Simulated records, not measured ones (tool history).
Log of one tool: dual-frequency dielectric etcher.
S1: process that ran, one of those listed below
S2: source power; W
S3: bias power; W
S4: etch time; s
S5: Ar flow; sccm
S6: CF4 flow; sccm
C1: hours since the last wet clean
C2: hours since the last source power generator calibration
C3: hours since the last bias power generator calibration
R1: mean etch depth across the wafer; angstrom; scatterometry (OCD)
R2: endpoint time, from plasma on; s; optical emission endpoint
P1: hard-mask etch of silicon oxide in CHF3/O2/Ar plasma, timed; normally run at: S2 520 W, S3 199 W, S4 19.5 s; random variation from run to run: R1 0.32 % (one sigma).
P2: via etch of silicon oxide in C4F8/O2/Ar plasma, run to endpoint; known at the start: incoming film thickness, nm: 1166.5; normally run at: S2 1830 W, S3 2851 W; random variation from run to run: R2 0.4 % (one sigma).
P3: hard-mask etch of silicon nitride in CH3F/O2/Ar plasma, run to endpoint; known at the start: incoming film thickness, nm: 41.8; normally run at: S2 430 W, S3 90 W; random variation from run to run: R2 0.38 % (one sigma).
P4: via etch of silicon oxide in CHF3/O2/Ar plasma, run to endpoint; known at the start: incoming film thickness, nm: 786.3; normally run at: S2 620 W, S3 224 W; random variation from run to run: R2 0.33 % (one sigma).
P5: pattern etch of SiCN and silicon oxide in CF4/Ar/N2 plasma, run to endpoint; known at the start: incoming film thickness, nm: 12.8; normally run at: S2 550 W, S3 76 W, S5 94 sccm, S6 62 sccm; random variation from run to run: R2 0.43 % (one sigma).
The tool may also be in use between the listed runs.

run    day  S1    S2    S3    S4  S5  S6     C1      C2     C3      R1      R2
  1  0.342  P1   520   199  19.5           68.6  1580.7  721.7  365.04
  2  0.983  P4   620   170                   84  1596.1  737.1          399.04
  3  1.546  P1   690   199  19.5           97.5  1609.6  750.6     410
  4  1.992  P3   430    90                108.2  1620.3  761.3          54.463
  5  2.367  P1   520   259  19.5          117.2  1629.3  770.3  401.75
  6  2.971  P1   520   162  19.5          131.7  1643.8  784.8  341.26
  7  3.617  P1   520   199  10.5          147.2  1659.3  800.3  196.44
  8  3.954  P2  2350  2851                155.3  1667.4  808.4          196.22
  9  4.304  P1   420   241  19.5          163.7  1675.8  816.8  360.02
 10  4.725  P1   520   199  19.5          173.8  1685.9  826.9  367.28
 11  5.125  P1   520   199  27.5          183.4  1695.5  836.5  512.89
     5.262  -- wet clean of the chamber
 12  5.658  P5   550    76        94  62    9.6  1708.3  849.3          12.032
 13  6.008  P1   360   199  19.5             18  1716.7  857.7  318.03
 14  6.483  P3   550    90                 29.4  1728.1  869.1          49.748
 15  7.104  P5   650    76        94  62   44.3    1743    884          10.344
 16  7.521  P4   620   224                 54.3    1753    894          363.37
 17  7.921  P4   770   224                 63.9  1762.6  903.6          334.85
 18  8.283  P4   620   224                 72.6  1771.3  912.3             363
 19  8.888  P1   520   141  12.5           87.1  1785.8  926.8  208.99
 20  9.321  P1   520   199  19.5           97.5  1796.2  937.2  365.94
 21  9.958  P5   550    50        94  62  112.8  1811.5  952.5          13.736
 22  10.45  P1   520   199  19.5          124.6  1823.3  964.3  365.52

The next listed run, before its measurement:
 23  10.829  P5  550  76      73  62  133.7  1832.4  973.4       ?

Run 23 gave R2 11.554 s.
